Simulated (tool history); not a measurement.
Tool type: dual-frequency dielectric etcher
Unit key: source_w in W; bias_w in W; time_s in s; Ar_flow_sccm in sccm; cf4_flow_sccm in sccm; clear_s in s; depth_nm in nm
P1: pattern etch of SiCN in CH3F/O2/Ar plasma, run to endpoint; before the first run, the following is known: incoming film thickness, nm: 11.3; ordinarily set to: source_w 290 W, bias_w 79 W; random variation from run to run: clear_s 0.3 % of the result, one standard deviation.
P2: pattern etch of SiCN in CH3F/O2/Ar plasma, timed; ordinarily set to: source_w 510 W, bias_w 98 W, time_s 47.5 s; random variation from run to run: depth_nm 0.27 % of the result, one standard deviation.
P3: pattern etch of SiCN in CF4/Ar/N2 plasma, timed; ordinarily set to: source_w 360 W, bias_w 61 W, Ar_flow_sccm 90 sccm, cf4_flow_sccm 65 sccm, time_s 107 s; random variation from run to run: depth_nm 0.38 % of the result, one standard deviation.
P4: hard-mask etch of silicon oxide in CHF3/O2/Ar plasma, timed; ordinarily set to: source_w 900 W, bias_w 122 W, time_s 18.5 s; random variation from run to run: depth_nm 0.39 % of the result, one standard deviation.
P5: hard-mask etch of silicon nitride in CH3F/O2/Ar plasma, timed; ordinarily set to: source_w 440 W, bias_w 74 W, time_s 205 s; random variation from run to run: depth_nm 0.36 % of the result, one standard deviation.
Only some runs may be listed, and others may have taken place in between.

run,hour,process,source_w,bias_w,time_s,Ar_flow_sccm,cf4_flow_sccm,hours since the last wet clean,hours since the last source power generator calibration,hours since the last bias power generator calibration,clear_s,depth_nm
1,10.5,P1,290,79,,,,335.2,3145.3,2268,33.145,
2,18.1,P4,900,146,18.5,,,342.8,3152.9,2275.6,,40.95
3,28.3,P1,290,79,,,,353,3163.1,2285.8,33.033,
4,39,P4,900,122,18.5,,,363.7,3173.8,2296.5,,38.925
5,44.9,P5,270,74,205,,,369.6,3179.7,2302.4,,128.12
6,50.5,P2,510,98,47.5,,,375.2,3185.3,2308,,22.511
7,56.3,P3,360,61,107,90,39,381,3191.1,2313.8,,66.619
8,64.1,P1,290,102,,,,388.8,3198.9,2321.6,30.137,
9,74.4,P1,220,79,,,,399.1,3209.2,2331.9,36.749,
10,81.7,P3,360,61,107,90,65,406.4,3216.5,2339.2,,72.366
11,91,P4,900,122,10.5,,,415.7,3225.8,2348.5,,22.048
12,97.9,P3,360,80,107,90,65,422.6,3232.7,2355.4,,79.815
13,107.8,P4,900,122,18.5,,,432.5,3242.6,2365.3,,38.753
14,112.7,P4,1180,122,18.5,,,437.4,3247.5,2370.2,,43.374
15,118.8,P1,290,63,,,,443.5,3253.6,2376.3,36.026,
16,127.9,P5,440,46,205,,,452.6,3262.7,2385.4,,131.18
17,134,P3,360,61,151.5,90,65,458.7,3268.8,2391.5,,102.39
18,140.2,P1,360,79,,,,464.9,3275,2397.7,30.674,
19,148.1,P5,440,74,205,,,472.8,3282.9,2405.6,,154.47
20,158.4,P1,380,47,,,,483.1,3293.2,2415.9,35.944,
# hour 159.3: bias power generator calibrated
21,165.3,P2,510,58,47.5,,,490,3300.1,6,,18.831
22,170.6,P2,510,98,47.5,,,495.3,3305.4,11.3,,22.572
23,179.8,P3,510,61,107,90,65,504.5,3314.6,20.5,,98.675
24,186.7,P2,690,98,47.5,,,511.4,3321.5,27.4,,25.348
25,194,P2,510,98,35,,,518.7,3328.8,34.7,,16.602
26,202.4,P5,440,74,123.5,,,527.1,3337.2,43.1,,92.316
27,208.9,P1,290,79,,,,533.6,3343.7,49.6,33.212,
28,218.1,P1,290,79,,,,542.8,3352.9,58.8,33.265,
29,224,P3,360,61,107,108,65,548.7,3358.8,64.7,,70.295
30,230.8,P1,290,79,,,,555.5,3365.6,71.5,33.15,
31,236.2,P1,290,79,,,,560.9,3371,76.9,33.094,
32,246.2,P1,290,79,,,,570.9,3381,86.9,32.896,
33,251.6,P1,290,79,,,,576.3,3386.4,92.3,33.008,
# hour 258.4: wet clean of the chamber
34,260.9,P1,290,79,,,,2.5,3395.7,101.6,32.858,
35,270.6,P1,290,79,,,,12.2,3405.4,111.3,32.646,
36,279.3,P1,290,79,,,,20.9,3414.1,120,32.662,
37,288.6,P1,290,79,,,,30.2,3423.4,129.3,32.744,
38,295.7,P1,290,79,,,,37.3,3430.5,136.4,32.742,
39,301.9,P1,290,79,,,,43.5,3436.7,142.6,32.676,

What P1 gives has crept away from where it was. These 2 causes fit the log equally well, each at the size given:
A: source power that arrives over what is set, % = 4.36
B: bias power that arrives over what is set, % = 4.38
The gradual shift began around hour 230.8.
Every other cause this tool's parts could produce, and why it does not fit the log:
chamber walls in a state that raises the etch rate, %: its service at hour 258.4 followed the start of the drift and did not put the process back to its old value

Which of the 4 check runs listed below, each an average over 2 wafers with its results shown as question marks, gives clearly different results under the different listed causes?
check 1,308.1,P4,1130,122,11,,,,,,,?
check 2,308.1,P3,360,61,143.5,90,65,,,,,?
check 3,308.1,P5,440,59,145,,,,,,,?
check 4,308.1,P2,640,63,47.5,,,,,,,?

Predicted outcomes, by check and by cause:
check,result,if A,if B
check 1,depth_nm,25.737,25.623
check 2,depth_nm,100.71,98.415
check 3,depth_nm,102.44,102.19
check 4,depth_nm,21.419,21.372
How far apart the two closest causes lie, in the result that separates them most: check 1 0.44 %; check 2 2.3 %; check 3 0.25 %; check 4 0.22 %
Check 2 distinguishes between the causes, while the remaining checks would return nearly the same result for all of them.

Then check 2 was run and gave: depth_nm 100.96 nm. Which cause is it?

Of the candidate causes, it is A: source power that arrives over what is set, %.
